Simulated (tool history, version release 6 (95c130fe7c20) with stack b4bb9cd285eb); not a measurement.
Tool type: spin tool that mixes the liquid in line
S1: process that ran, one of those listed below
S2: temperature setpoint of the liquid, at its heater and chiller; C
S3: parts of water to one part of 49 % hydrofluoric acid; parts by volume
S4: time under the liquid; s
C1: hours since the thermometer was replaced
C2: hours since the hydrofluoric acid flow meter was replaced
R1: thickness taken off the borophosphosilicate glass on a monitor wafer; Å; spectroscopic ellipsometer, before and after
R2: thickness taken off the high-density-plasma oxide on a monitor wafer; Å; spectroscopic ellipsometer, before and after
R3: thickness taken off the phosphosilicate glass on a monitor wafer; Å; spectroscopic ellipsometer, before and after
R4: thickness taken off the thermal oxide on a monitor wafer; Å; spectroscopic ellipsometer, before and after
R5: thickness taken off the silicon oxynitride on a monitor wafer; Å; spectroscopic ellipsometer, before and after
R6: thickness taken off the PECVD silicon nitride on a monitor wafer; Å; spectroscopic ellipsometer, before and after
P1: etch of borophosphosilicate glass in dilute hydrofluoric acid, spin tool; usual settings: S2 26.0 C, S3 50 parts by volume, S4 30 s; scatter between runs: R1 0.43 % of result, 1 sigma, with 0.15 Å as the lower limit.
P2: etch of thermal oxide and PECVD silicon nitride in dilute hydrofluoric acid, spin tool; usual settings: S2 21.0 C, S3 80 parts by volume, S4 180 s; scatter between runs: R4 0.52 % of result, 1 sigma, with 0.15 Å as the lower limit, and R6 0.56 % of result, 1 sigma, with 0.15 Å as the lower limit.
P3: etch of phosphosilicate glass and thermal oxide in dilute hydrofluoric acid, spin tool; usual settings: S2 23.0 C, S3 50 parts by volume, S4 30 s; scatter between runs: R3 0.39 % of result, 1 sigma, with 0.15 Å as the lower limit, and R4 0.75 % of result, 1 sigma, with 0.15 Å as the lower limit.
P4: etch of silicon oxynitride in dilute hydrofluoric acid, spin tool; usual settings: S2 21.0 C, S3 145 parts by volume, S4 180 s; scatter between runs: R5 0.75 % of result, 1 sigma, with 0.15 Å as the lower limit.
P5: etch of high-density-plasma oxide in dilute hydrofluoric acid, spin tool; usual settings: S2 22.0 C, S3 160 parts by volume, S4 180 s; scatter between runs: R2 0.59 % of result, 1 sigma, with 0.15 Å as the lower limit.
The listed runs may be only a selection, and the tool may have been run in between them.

run,hour,S1,S2,S3,S4,C1,C2,R1,R2,R3,R4,R5,R6
1,3.5,P1,26.0,50,30,680.7,859.3,378.02,,,,,
2,7.1,P5,22.0,160,330,684.3,862.9,,95.468,,,,
3,12.0,P1,20.0,50,30,689.2,867.8,291.86,,,,,
4,16.1,P5,27.5,160,180,693.3,871.9,,63.227,,,,
5,19.5,P3,23.0,50,55,696.7,875.3,,,1234.90,55.752,,
6,24.7,P1,26.0,50,15,701.9,880.5,187.82,,,,,
7,27.4,P4,21.0,75,180,704.6,883.2,,,,,63.747,
8,31.4,P2,17.0,80,180,708.6,887.2,,,,81.081,,58.690
9,36.2,P1,26.0,50,30,713.4,892.0,378.04,,,,,
10,40.0,P1,26.0,50,30,717.2,895.8,377.73,,,,,
11,45.3,P3,30.5,50,30,722.5,901.1,,,908.03,40.973,,
12,50.5,P1,26.0,50,30,727.7,906.3,374.27,,,,,
13,53.2,P4,17.0,145,180,730.4,909.0,,,,,25.911,
14,58.4,P1,26.0,25,15,735.6,914.2,390.09,,,,,
15,61.1,P2,21.0,25,180,738.3,916.9,,,,331.080,,238.410
16,64.7,P4,21.0,145,80,741.9,920.5,,,,,14.127,
17,68.9,P4,21.0,145,180,746.1,924.7,,,,,31.226,
18,72.8,P1,33.5,50,30,750.0,928.6,502.79,,,,,
19,76.9,P4,21.0,145,180,754.1,932.7,,,,,31.361,
20,80.3,P5,22.0,160,180,757.5,936.1,,52.008,,,,
21,82.8,P2,21.0,80,180,760.0,938.6,,,,95.747,,78.172
22,86.5,P2,21.0,80,180,763.7,942.3,,,,96.239,,77.511
23,89.4,P1,26.0,50,60,766.6,945.2,753.88,,,,,
24,91.9,P3,23.0,30,30,769.1,947.7,,,1151.60,51.469,,
25,97.1,P1,26.0,20,30,774.3,952.9,975.89,,,,,
26,99.6,P5,22.0,90,180,776.8,955.4,,99.462,,,,
27,102.6,P1,26.0,80,30,779.8,958.4,226.19,,,,,
28,107.1,P3,23.0,50,30,784.3,962.9,,,675.66,30.367,,
29,109.7,P1,26.0,50,30,786.9,965.5,377.18,,,,,
30,113.2,P2,21.0,80,335,790.4,969.0,,,,178.450,,143.350
31,115.7,P1,26.0,50,30,792.9,971.5,373.79,,,,,
32,118.2,P1,26.0,50,30,795.4,974.0,372.27,,,,,
33,121.2,P1,26.0,50,30,798.4,977.0,362.76,,,,,
34,123.7,P1,26.0,50,30,800.9,979.5,360.79,,,,,
35,128.5,P1,26.0,50,30,805.7,984.3,358.60,,,,,
36,133.2,P1,26.0,50,30,810.4,989.0,354.91,,,,,
37,136.4,P1,26.0,50,30,813.6,992.2,354.08,,,,,
38,141.7,P1,26.0,50,30,818.9,997.5,354.07,,,,,
39,145.9,P1,26.0,50,30,823.1,1001.7,351.79,,,,,
40,148.8,P1,26.0,50,30,826.0,1004.6,353.65,,,,,

Compared with where it was, what P1 gives has crept away. Each cause listed below fits the log as well as the rest, at the size given for it:
A: hydrofluoric acid flow below the setpoint (%) = 5.81
B: liquid colder than its thermometer reads (K) = 1.58
Onset of the creep was near hour 115.7.

4 check runs are offered, one wafer each, their results left as question marks. Which one tells the causes apart?
check 1,151.7,P3,23.0,50,30,,,,,?,?,,
check 2,151.7,P2,21.0,80,180,,,,,,?,,?
check 3,151.7,P5,22.0,160,180,,,,?,,,,
check 4,151.7,P4,21.0,145,180,,,,,,,?,

If the cause were each of the candidates in turn, the checks would give the following:
check,result,if A,if B
check 1,R3,632.42,631.04
check 1,R4,28.354,28.292
check 2,R4,90.284,90.280
check 2,R6,72.902,69.364
check 3,R2,48.134,48.555
check 4,R5,29.383,29.117
Distance between the nearest two causes, measured in the result of the check that separates them most: check 1 0.22 %; check 2 4.97 %; check 3 0.87 %; check 4 0.91 %
The causes can be told apart only by check 2. The other checks would give nearly the same results under each of them.

The results of check 2 are: R4 89.868 Å; R6 68.649 Å. Based on these, which of the listed causes is it?

It is B: liquid colder than its thermometer reads (K).

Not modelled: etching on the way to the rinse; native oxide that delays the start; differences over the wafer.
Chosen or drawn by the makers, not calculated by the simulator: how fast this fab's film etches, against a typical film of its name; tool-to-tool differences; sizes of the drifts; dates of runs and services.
